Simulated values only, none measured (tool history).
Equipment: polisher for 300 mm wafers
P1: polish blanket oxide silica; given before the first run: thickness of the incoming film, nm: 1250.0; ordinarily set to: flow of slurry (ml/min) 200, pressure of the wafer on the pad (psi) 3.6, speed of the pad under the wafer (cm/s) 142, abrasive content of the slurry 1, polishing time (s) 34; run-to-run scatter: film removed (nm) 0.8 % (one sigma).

run	hour	flow of slurry (ml/min)	pressure of the wafer on the pad (psi)	speed of the pad under the wafer (cm/s)	abrasive content of the slurry	polishing time (s)	film removed (nm)
1	11.6	200	3.6	142	1	34	105.55
2	27.9	200	5.4	142	1.2	34	169.84
3	39	200	3.6	142	1	34	104.87
4	55.9	150	3.6	142	1	34	100.47
5	71.2	200	1.7	142	1	34	49.6
6	81.7	200	3.6	222	1	34	150.67
7	90.9	200	3.6	142	1	34	104.52
8	108.3	200	5.8	142	1	34	168.13
9	123.9	200	3.6	142	1	34	105.7
10	141.5	200	3.6	84	1	34	69.875
11	151.6	200	3.6	142	0.55	34	75.575
12	166.4	200	3.6	142	1	15	46.236
13	177.4	200	3.6	142	1.4	34	120.27
14	192.3	310	3.6	142	1	34	109.4
# hour 200.3: slurry nozzle cleaned
15	204.9	200	3.6	142	1	53	164.45
16	217.1	200	3.6	142	1	34	104.08
17	230.8	200	3.6	142	1	34	104.97
18	242	200	3.6	142	1	34	100.21
# hour 255.6: head pressure recalibrated
19	258.4	200	3.6	142	1	34	96.803
20	266.6	200	3.6	142	1	34	94.778

What does the tool deliver on the next run?
# hour 271.9: slurry nozzle cleaned
# hour 280.7: conditioning disc replaced and pad reconditioned
21	280.8	200	3.6	142	1	34	?

{"run 21": {"film removed (nm)": 93.119}}
